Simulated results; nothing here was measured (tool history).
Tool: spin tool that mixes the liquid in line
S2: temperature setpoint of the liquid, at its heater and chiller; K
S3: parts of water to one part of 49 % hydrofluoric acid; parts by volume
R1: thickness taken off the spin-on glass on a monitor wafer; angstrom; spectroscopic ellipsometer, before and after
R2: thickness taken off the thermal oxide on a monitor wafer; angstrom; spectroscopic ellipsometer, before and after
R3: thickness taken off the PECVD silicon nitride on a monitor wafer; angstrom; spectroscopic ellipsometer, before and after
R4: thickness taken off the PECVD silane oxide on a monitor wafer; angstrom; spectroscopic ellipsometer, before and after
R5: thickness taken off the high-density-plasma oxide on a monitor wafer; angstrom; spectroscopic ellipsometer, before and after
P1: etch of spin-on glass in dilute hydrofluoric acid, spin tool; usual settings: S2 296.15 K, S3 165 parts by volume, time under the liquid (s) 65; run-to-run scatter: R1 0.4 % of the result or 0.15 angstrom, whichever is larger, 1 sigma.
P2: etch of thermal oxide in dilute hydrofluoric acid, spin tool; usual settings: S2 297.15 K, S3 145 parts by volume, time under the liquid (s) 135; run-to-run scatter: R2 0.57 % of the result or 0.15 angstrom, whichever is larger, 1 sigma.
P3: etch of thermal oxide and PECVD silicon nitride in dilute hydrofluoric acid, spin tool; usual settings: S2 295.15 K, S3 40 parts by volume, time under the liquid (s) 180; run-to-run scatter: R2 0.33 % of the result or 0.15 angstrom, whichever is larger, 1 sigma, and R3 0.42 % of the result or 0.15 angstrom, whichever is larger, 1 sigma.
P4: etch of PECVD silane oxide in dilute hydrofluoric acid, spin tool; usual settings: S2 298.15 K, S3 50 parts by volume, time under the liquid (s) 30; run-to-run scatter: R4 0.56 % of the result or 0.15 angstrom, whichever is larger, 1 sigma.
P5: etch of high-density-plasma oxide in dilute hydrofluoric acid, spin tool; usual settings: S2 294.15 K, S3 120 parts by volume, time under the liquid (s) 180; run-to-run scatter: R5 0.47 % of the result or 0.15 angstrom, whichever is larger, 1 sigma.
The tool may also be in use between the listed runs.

{"run": 1, "hour": 4.2, "process that ran": "P1", "S2": 296.15, "S3": 165, "time under the liquid (s)": 65, "R1": 121.37}
{"run": 2, "hour": 11.9, "process that ran": "P3", "S2": 295.15, "S3": 40, "time under the liquid (s)": 180, "R2": 214.69, "R3": 206.34}
{"run": 3, "hour": 19.7, "process that ran": "P1", "S2": 296.15, "S3": 40, "time under the liquid (s)": 15, "R1": 133.35}
{"run": 4, "hour": 26.2, "process that ran": "P3", "S2": 302.15, "S3": 40, "time under the liquid (s)": 180, "R2": 286.18, "R3": 328.44}
{"run": 5, "hour": 31.1, "process that ran": "P1", "S2": 296.15, "S3": 165, "time under the liquid (s)": 65, "R1": 121.01}
{"run": 6, "hour": 38.4, "process that ran": "P4", "S2": 298.15, "S3": 90, "time under the liquid (s)": 30, "R4": 79.911}
{"run": 7, "hour": 44.0, "process that ran": "P1", "S2": 296.15, "S3": 165, "time under the liquid (s)": 65, "R1": 120.62}
{"run": 8, "hour": 49.8, "process that ran": "P5", "S2": 294.15, "S3": 120, "time under the liquid (s)": 180, "R5": 65.48}
{"run": 9, "hour": 57.1, "process that ran": "P2", "S2": 303.65, "S3": 145, "time under the liquid (s)": 135, "R2": 51.327}
{"run": 10, "hour": 64.9, "process that ran": "P3", "S2": 295.15, "S3": 40, "time under the liquid (s)": 40, "R2": 48.026, "R3": 46.349}
{"run": 11, "hour": 71.5, "process that ran": "P4", "S2": 298.15, "S3": 50, "time under the liquid (s)": 60, "R4": 306.61}
{"run": 12, "hour": 79.6, "process that ran": "P1", "S2": 292.15, "S3": 165, "time under the liquid (s)": 65, "R1": 103.18}
{"run": 13, "hour": 86.4, "process that ran": "P1", "S2": 296.15, "S3": 165, "time under the liquid (s)": 65, "R1": 120.88}
{"run": 14, "hour": 94.7, "process that ran": "P1", "S2": 296.15, "S3": 165, "time under the liquid (s)": 65, "R1": 120.13}
{"run": 15, "hour": 103.1, "process that ran": "P4", "S2": 293.15, "S3": 50, "time under the liquid (s)": 30, "R4": 123.44}
{"run": 16, "hour": 108.7, "process that ran": "P5", "S2": 294.15, "S3": 120, "time under the liquid (s)": 70, "R5": 25.093}
{"run": 17, "hour": 116.0, "process that ran": "P2", "S2": 297.15, "S3": 40, "time under the liquid (s)": 135, "R2": 167.04}
{"run": 18, "hour": 123.0, "process that ran": "P1", "S2": 296.15, "S3": 165, "time under the liquid (s)": 130, "R1": 242.59}
{"run": 19, "hour": 131.2, "process that ran": "P5", "S2": 294.15, "S3": 205, "time under the liquid (s)": 180, "R5": 34.978}
{"run": 20, "hour": 136.6, "process that ran": "P5", "S2": 290.15, "S3": 120, "time under the liquid (s)": 180, "R5": 55.307}
{"run": 21, "hour": 141.7, "process that ran": "P2", "S2": 297.15, "S3": 145, "time under the liquid (s)": 220, "R2": 65.801}
{"run": 22, "hour": 146.0, "process that ran": "P1", "S2": 301.65, "S3": 165, "time under the liquid (s)": 65, "R1": 148.85}
{"run": 23, "hour": 152.8, "process that ran": "P2", "S2": 297.15, "S3": 145, "time under the liquid (s)": 135, "R2": 40.475}
{"run": 24, "hour": 157.8, "process that ran": "P2", "S2": 297.15, "S3": 145, "time under the liquid (s)": 135, "R2": 40.217}
{"run": 25, "hour": 165.4, "process that ran": "P1", "S2": 296.15, "S3": 165, "time under the liquid (s)": 20, "R1": 37.045}
{"run": 26, "hour": 170.1, "process that ran": "P3", "S2": 295.15, "S3": 65, "time under the liquid (s)": 180, "R2": 127.67, "R3": 128.97}
{"run": 27, "hour": 176.6, "process that ran": "P1", "S2": 296.15, "S3": 255, "time under the liquid (s)": 65, "R1": 71.319}
{"run": 28, "hour": 181.6, "process that ran": "P4", "S2": 298.15, "S3": 50, "time under the liquid (s)": 30, "R4": 152.47}
{"run": 29, "hour": 187.2, "process that ran": "P1", "S2": 296.15, "S3": 55, "time under the liquid (s)": 65, "R1": 410.15}
{"run": 30, "hour": 194.6, "process that ran": "P3", "S2": 295.15, "S3": 40, "time under the liquid (s)": 180, "R2": 213.93, "R3": 207.44}
{"run": 31, "hour": 202.7, "process that ran": "P1", "S2": 296.15, "S3": 165, "time under the liquid (s)": 65, "R1": 120.28}
{"run": 32, "hour": 210.5, "process that ran": "P1", "S2": 296.15, "S3": 165, "time under the liquid (s)": 65, "R1": 124.33}
{"run": 33, "hour": 215.1, "process that ran": "P1", "S2": 296.15, "S3": 165, "time under the liquid (s)": 65, "R1": 124.91}
{"run": 34, "hour": 218.9, "process that ran": "P1", "S2": 296.15, "S3": 165, "time under the liquid (s)": 65, "R1": 125.8}
{"run": 35, "hour": 225.5, "process that ran": "P1", "S2": 296.15, "S3": 165, "time under the liquid (s)": 65, "R1": 127.67}
{"run": 36, "hour": 232.2, "process that ran": "P1", "S2": 296.15, "S3": 165, "time under the liquid (s)": 65, "R1": 127.15}
{"run": 37, "hour": 236.2, "process that ran": "P1", "S2": 296.15, "S3": 165, "time under the liquid (s)": 65, "R1": 126.68}
{"run": 38, "hour": 244.7, "process that ran": "P1", "S2": 296.15, "S3": 165, "time under the liquid (s)": 65, "R1": 126.98}
{"run": 39, "hour": 249.5, "process that ran": "P1", "S2": 296.15, "S3": 165, "time under the liquid (s)": 65, "R1": 127.64}
{"run": 40, "hour": 254.9, "process that ran": "P1", "S2": 296.15, "S3": 165, "time under the liquid (s)": 65, "R1": 128.36}
{"run": 41, "hour": 262.8, "process that ran": "P1", "S2": 296.15, "S3": 165, "time under the liquid (s)": 65, "R1": 129.26}

What P1 gives has crept away from where it was. These 2 causes fit the log equally well, each at the size given:
A: liquid hotter than its thermometer reads (K) = 1.58
B: hydrofluoric acid flow above the setpoint (%) = 5.22
The creep began at about hour 202.7.

4 check runs are offered, one wafer each, their results left as question marks. Which one tells the causes apart?
{"run": "check 1", "hour": 270.7, "process that ran": "P5", "S2": 290.15, "S3": 120, "time under the liquid (s)": 180, "R5": "?"}
{"run": "check 2", "hour": 270.7, "process that ran": "P3", "S2": 301.65, "S3": 40, "time under the liquid (s)": 180, "R2": "?", "R3": "?"}
{"run": "check 3", "hour": 270.7, "process that ran": "P2", "S2": 303.65, "S3": 40, "time under the liquid (s)": 135, "R2": "?"}
{"run": "check 4", "hour": 270.7, "process that ran": "P4", "S2": 294.65, "S3": 85, "time under the liquid (s)": 30, "R4": "?"}

What each check would give under each cause:
check=check_1 result=R5 if_A=58.864 if_B=58.364
check=check_2 result=R2 if_A=297.850 if_B=295.120
check=check_2 result=R3 if_A=354.820 if_B=336.410
check=check_3 result=R2 if_A=230.940 if_B=229.080
check=check_4 result=R4 if_A=79.349 if_B=78.693
How far apart the two closest causes lie, in the result that separates them most: check 1 0.85 %; check 2 5.33 %; check 3 0.81 %; check 4 0.83 %
Check 2 tells the causes apart: in the others they would give nearly the same result.

Then check 2 was run and gave: R2 297.570 angstrom; R3 355.470 angstrom. Which cause is it?

It is A: liquid hotter than its thermometer reads (K).
